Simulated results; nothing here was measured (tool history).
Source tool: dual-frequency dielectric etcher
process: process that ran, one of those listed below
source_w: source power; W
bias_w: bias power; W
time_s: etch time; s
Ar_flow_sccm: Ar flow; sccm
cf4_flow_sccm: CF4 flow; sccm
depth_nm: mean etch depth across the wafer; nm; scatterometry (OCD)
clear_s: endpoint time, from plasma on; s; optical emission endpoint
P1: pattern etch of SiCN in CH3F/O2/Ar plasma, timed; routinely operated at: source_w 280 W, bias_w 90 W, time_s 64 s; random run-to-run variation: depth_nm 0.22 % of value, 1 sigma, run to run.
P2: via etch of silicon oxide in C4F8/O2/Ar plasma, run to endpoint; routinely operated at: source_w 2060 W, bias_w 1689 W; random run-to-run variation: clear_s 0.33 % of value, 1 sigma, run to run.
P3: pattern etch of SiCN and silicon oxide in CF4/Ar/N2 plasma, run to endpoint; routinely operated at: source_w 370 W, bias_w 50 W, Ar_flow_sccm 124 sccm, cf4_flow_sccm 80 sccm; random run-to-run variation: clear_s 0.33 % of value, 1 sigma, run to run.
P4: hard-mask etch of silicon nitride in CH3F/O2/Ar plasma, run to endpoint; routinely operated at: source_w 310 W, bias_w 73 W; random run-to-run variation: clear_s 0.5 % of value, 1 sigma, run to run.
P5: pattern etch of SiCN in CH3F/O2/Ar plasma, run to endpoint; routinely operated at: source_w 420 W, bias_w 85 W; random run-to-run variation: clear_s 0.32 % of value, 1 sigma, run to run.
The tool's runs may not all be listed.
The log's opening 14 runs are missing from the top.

run	hour	process	source_w	bias_w	time_s	Ar_flow_sccm	cf4_flow_sccm	depth_nm	clear_s
15	143.3	P3	370	50		124	80		25.225
16	153.9	P5	250	85					25.151
17	162.8	P4	310	91					52.237
18	168.7	P3	370	63		124	80		23.331
19	180.9	P1	280	55	64			19.78	
20	193.8	P1	280	90	86			31.516	
21	205.8	P4	310	73					56.746
22	214.2	P3	370	50		95	80		24.122
23	225.2	P1	280	90	35			12.86	
24	237.5	P1	230	90	64			21.892	
25	246.7	P2	2060	1689					410.1
26	255.5	P3	370	50		124	80		25.096
27	263.8	P2	2930	1689					356.69
28	276.4	P1	330	68	64			22.628	
29	284.4	P1	280	90	64			23.567	
30	290	P1	280	90	64			23.388	
31	299	P1	280	90	64			23.282	
32	304.8	P1	280	90	64			23.356	

Forecast run 33:
33	314.2	P1	280	90	64			?	

Run 33 produced depth_nm 23.234 nm.

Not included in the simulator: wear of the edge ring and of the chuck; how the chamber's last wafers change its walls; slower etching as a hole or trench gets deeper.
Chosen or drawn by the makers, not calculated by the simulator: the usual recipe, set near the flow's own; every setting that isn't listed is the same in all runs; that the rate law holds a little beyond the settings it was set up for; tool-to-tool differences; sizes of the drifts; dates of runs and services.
